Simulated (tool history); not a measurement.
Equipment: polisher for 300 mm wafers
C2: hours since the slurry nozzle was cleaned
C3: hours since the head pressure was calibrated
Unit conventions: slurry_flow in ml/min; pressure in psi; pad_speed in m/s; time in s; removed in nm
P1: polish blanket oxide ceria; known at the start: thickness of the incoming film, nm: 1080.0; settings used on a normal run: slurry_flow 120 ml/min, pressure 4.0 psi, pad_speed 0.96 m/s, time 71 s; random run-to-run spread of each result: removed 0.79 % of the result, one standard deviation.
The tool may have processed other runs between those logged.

run 1 hour=7.6 | slurry_flow=120 pressure=4.0 pad_speed=0.96 time=71 | wafers_polished_on_this_pad=239 C2=117.3 C3=771.6 | removed=397.08
run 2 hour=21.4 | slurry_flow=120 pressure=4.0 pad_speed=0.96 time=71 | wafers_polished_on_this_pad=336 C2=131.1 C3=785.4 | removed=391.32
run 3 hour=34.3 | slurry_flow=95 pressure=4.0 pad_speed=0.96 time=55 | wafers_polished_on_this_pad=426 C2=144.0 C3=798.3 | removed=286.59
run 4 hour=45.5 | slurry_flow=120 pressure=4.0 pad_speed=0.96 time=71 | wafers_polished_on_this_pad=504 C2=155.2 C3=809.5 | removed=388.93
-- hour=49.8 worn pad replaced by a new one
run 5 hour=56.5 | slurry_flow=120 pressure=4.0 pad_speed=0.96 time=71 | wafers_polished_on_this_pad=46 C2=166.2 C3=820.5 | removed=390.07
run 6 hour=65.5 | slurry_flow=120 pressure=4.0 pad_speed=0.96 time=106 | wafers_polished_on_this_pad=109 C2=175.2 C3=829.5 | removed=578.62
run 7 hour=75.3 | slurry_flow=180 pressure=4.0 pad_speed=0.96 time=71 | wafers_polished_on_this_pad=178 C2=185.0 C3=839.3 | removed=418.80
run 8 hour=89.4 | slurry_flow=120 pressure=4.0 pad_speed=0.96 time=71 | wafers_polished_on_this_pad=276 C2=199.1 C3=853.4 | removed=386.36
run 9 hour=101.0 | slurry_flow=120 pressure=4.0 pad_speed=0.44 time=71 | wafers_polished_on_this_pad=357 C2=210.7 C3=865.0 | removed=177.05
run 10 hour=111.5 | slurry_flow=120 pressure=4.0 pad_speed=0.96 time=71 | wafers_polished_on_this_pad=431 C2=221.2 C3=875.5 | removed=394.71
run 11 hour=122.4 | slurry_flow=120 pressure=4.0 pad_speed=0.96 time=37 | wafers_polished_on_this_pad=507 C2=232.1 C3=886.4 | removed=206.27
run 12 hour=137.4 | slurry_flow=120 pressure=1.8 pad_speed=0.96 time=71 | wafers_polished_on_this_pad=612 C2=247.1 C3=901.4 | removed=176.89
run 13 hour=145.4 | slurry_flow=120 pressure=4.0 pad_speed=1.52 time=71 | wafers_polished_on_this_pad=668 C2=255.1 C3=909.4 | removed=618.81
run 14 hour=154.1 | slurry_flow=70 pressure=4.0 pad_speed=0.96 time=71 | wafers_polished_on_this_pad=729 C2=263.8 C3=918.1 | removed=338.41
run 15 hour=163.5 | slurry_flow=120 pressure=5.6 pad_speed=0.96 time=71 | wafers_polished_on_this_pad=794 C2=273.2 C3=927.5 | removed=541.31

Predict the results of run 16:
run 16 hour=172.2 | slurry_flow=120 pressure=4.0 pad_speed=0.96 time=71 | wafers_polished_on_this_pad=855 C2=281.9 C3=936.2 | removed=?

Run 16 produced removed 393.67 nm.
